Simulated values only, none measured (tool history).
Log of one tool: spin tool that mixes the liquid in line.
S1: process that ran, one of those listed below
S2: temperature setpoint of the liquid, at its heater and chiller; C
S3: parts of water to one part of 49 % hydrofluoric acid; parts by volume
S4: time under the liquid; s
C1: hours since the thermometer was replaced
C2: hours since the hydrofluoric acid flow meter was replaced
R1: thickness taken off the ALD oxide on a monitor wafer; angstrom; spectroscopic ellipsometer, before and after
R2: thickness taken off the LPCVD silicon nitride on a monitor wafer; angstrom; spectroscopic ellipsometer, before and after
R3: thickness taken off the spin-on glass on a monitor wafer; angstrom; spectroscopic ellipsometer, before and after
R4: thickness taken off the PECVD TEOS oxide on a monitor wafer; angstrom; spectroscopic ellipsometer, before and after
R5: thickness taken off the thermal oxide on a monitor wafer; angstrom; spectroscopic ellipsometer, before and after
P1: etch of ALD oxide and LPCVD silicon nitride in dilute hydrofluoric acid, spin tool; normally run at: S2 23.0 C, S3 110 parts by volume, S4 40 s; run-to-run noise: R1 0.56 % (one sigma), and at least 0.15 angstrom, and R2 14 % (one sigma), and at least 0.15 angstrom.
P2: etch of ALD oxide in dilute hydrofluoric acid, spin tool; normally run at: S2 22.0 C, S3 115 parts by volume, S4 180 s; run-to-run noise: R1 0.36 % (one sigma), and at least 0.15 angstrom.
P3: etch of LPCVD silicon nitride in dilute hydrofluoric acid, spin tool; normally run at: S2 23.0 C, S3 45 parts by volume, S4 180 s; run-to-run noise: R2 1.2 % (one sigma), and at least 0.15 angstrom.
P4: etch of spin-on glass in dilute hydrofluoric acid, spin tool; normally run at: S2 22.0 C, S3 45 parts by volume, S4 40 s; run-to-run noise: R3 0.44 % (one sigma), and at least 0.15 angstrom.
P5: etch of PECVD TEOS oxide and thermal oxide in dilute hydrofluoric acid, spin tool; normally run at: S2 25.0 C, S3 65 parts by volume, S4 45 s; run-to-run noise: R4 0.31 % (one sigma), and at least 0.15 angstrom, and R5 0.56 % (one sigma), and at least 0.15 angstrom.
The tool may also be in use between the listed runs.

run	hour	S1	S2	S3	S4	C1	C2	R1	R2	R3	R4	R5
1	5.8	P1	23.0	110	40	181.5	1037.5	109.920	1.48510			
2	13.5	P2	22.0	195	180	189.2	1045.2	75.160				
3	20.7	P4	22.0	45	15	196.4	1052.4			118.89		
4	29.4	P1	23.0	110	40	205.1	1061.1	109.810	1.81530			
5	39.4	P1	23.0	110	40	215.1	1071.1	109.280	1.70840			
6	46.0	P1	31.0	110	40	221.7	1077.7	149.310	1.84130			
7	53.6	P2	22.0	115	75	229.3	1085.3	58.466				
8	63.4	P1	23.0	65	15	239.1	1095.1	72.806	0.83737			
9	74.4	P5	25.0	85	45	250.1	1106.1				129.730	26.900
10	81.9	P3	30.0	45	180	257.6	1113.6		30.19900			
11	91.1	P5	17.0	65	45	266.8	1122.8				124.680	26.459
12	101.4	P3	23.0	45	100	277.1	1133.1		10.58600			
13	111.5	P3	23.0	45	180	287.2	1143.2		19.02700			
14	120.3	P1	23.0	110	40	296.0	1152.0	110.850	1.28790			
15	127.2	P2	22.0	115	180	302.9	1158.9	139.970				
16	136.9	P1	23.0	35	40	312.6	1168.6	380.020	4.16820			
17	147.0	P4	30.5	45	40	322.7	1178.7			449.71		
18	155.5	P1	23.0	110	15	331.2	1187.2	40.945	0.54039			
19	162.5	P5	25.0	65	20	338.2	1194.2				77.211	16.467
20	170.9	P4	22.0	25	40	346.6	1202.6			590.81		
21	178.1	P1	23.0	170	40	353.8	1209.8	65.825	1.22640			
22	188.3	P5	25.0	65	45	364.0	1220.0				174.720	35.946
23	195.0	P4	22.0	45	40	370.7	1226.7			318.66		
24	205.8	P4	22.0	45	40	381.5	1237.5			317.80		
25	215.0	P2	17.0	115	180	390.7	1246.7	114.160				
26	220.5	P1	23.0	150	25	396.2	1252.2	47.504	0.50815			
27	229.4	P1	23.0	45	15	405.1	1261.1	108.270	1.31380			
28	234.6	P1	17.5	110	40	410.3	1266.3	87.910	1.11320			
29	241.5	P1	23.0	110	40	417.2	1273.2	110.010	1.33890			
30	249.8	P1	23.0	110	80	425.5	1281.5	219.690	2.63940			
31	258.0	P3	23.0	65	180	433.7	1289.7		12.92700			
32	268.0	P1	23.0	110	40	443.7	1299.7	109.450	1.19480			
33	273.5	P1	23.0	110	40	449.2	1305.2	107.050	0.96845			
34	279.2	P1	23.0	110	40	454.9	1310.9	106.100	1.38770			

Predict the results of run 35:
35	288.6	P1	23.0	110	40	464.3	1320.3	?	?			

{"run 35": {"R1": 104.33, "R2": 1.4702}}
